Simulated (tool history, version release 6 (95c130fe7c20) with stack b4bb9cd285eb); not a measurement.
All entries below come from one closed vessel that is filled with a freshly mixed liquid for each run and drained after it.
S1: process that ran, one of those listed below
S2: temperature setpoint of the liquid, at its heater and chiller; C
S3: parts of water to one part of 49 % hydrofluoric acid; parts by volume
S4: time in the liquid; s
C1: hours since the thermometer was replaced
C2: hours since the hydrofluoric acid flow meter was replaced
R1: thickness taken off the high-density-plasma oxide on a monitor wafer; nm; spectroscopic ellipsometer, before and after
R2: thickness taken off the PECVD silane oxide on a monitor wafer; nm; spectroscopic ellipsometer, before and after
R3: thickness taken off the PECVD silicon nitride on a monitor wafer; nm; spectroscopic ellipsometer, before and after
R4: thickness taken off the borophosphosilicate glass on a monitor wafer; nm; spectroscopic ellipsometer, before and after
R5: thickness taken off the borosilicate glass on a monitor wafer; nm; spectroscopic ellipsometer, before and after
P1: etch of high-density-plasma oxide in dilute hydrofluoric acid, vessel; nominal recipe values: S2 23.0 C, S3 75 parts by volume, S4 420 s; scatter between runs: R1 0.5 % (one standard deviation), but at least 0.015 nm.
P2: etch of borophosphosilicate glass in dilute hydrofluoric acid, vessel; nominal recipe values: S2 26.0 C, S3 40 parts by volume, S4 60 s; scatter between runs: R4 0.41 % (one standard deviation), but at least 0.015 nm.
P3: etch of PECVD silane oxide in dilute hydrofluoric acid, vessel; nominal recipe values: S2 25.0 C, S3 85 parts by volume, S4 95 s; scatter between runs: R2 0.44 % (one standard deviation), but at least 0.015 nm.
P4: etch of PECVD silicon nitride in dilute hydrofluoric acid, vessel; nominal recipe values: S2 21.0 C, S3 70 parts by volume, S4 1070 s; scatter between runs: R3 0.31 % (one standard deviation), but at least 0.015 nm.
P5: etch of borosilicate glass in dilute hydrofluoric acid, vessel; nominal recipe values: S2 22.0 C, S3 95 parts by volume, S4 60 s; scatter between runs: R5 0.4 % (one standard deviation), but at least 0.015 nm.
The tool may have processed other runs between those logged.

run    day  S1    S2   S3    S4     C1     C2      R1      R2        R3       R4      R5
  1  0.196  P1  23.0   75   420  649.9  751.2  34.642
  2  0.512  P3  25.0   85    95  657.5  758.8          31.804
  3  0.833  P4  29.0   70  1070  665.2  766.5                   72.3650
  4  1.075  P2  34.0   40    60  671.0  772.3                            122.680
  5  1.367  P1  23.0  110   420  678.0  779.3  22.689
  6  1.633  P1  23.0   75   420  684.4  785.7  34.526
  7  1.883  P3  20.0   85    95  690.4  791.7          25.844
  8  2.042  P5  22.0   95    60  694.2  795.5                                     17.754
  9  2.258  P3  25.0  135    95  699.4  800.7          18.744
 10  2.475  P1  23.0   75   770  704.6  805.9  63.727
 11  2.675  P3  25.0   85    30  709.4  810.7           9.983
 12  2.862  P3  25.0   85    95  713.9  815.2          31.772
     2.867  -- thermometer replaced
 13  3.179  P1  18.5   75   420    7.5  822.8  28.552
 14  3.408  P4  21.0   70    30   13.0  828.3                    1.2152
 15  3.625  P2  26.0   40    60   18.2  833.5                             89.564
 16  3.867  P5  17.0   95    60   24.0  839.3                                     14.435
 17  4.183  P5  22.0   35    60   31.6  846.9                                     51.940
 18  4.492  P1  23.0   75   420   39.0  854.3  34.723
 19  4.650  P2  26.0   40    60   42.8  858.1                             88.999
 20  4.804  P1  26.5   75   420   46.5  861.8  40.131
 21  5.021  P2  26.0   40   115   51.7  867.0                            170.630
 22  5.200  P2  26.0   20    60   56.0  871.3                            182.060
 23  5.521  P1  23.0   75   215   63.7  879.0  17.708
 24  5.742  P4  21.0   70  1070   69.0  884.3                   42.6130
 25  6.033  P1  23.0  105   240   76.0  891.3  13.722
 26  6.279  P5  22.0   95    85   81.9  897.2                                     25.201
 27  6.467  P1  23.0   75   420   86.4  901.7  34.939
 28  6.800  P4  21.0   70  1070   94.4  909.7                   42.7350
 29  7.133  P1  23.0   40   420  102.4  917.7  68.033
 30  7.371  P4  21.0   20  1070  108.1  923.4                  142.9000
 31  7.592  P1  23.0   75   420  113.4  928.7  34.890
 32  7.792  P1  23.0   75   420  118.2  933.5  35.648
 33  8.125  P1  23.0   75   420  126.2  941.5  36.671
 34  8.304  P1  23.0   75   420  130.5  945.8  37.345
 35  8.588  P1  23.0   75   420  137.3  952.6  37.531
 36  8.750  P1  23.0   75   420  141.2  956.5  37.172
 37  9.004  P1  23.0   75   420  147.3  962.6  37.538

P1 has crept away from where it was. The log is fitted equally well by each of these 2 causes, at the sizes shown:
A: hydrofluoric acid flow above the setpoint (%) = 7.47
B: liquid hotter than its thermometer reads (K) = 1.95
At approximately day 7.592, the process output began to creep.

Listed below are the offered check runs, one wafer per run, with question marks in place of results. For which of them would the causes give clearly different outcomes?
check 1  9.258  P2  33.5   30   60                       ?
check 2  9.258  P4  28.0   70  310                   ?
check 3  9.258  P5  17.0   95   60                           ?
check 4  9.258  P3  25.0  125   60               ?

How each check would come out, cause by cause:
  check  result     if A     if B
check 1      R4  175.250  175.200
check 2      R3  21.1420  22.3110
check 3      R5   15.621   15.666
check 4      R2   14.093   13.978
Per check, the gap between the least separated pair of causes, taken in the result that splits them most: check 1 0.03 %; check 2 5.38 %; check 3 0.29 %; check 4 0.82 %
Check 2 tells the causes apart: in the others they would give nearly the same result.

Check 2 has now been run. It gave: R3 22.2050 nm. Which of the candidate causes is it?

Of the candidate causes, it is B: liquid hotter than its thermometer reads (K).
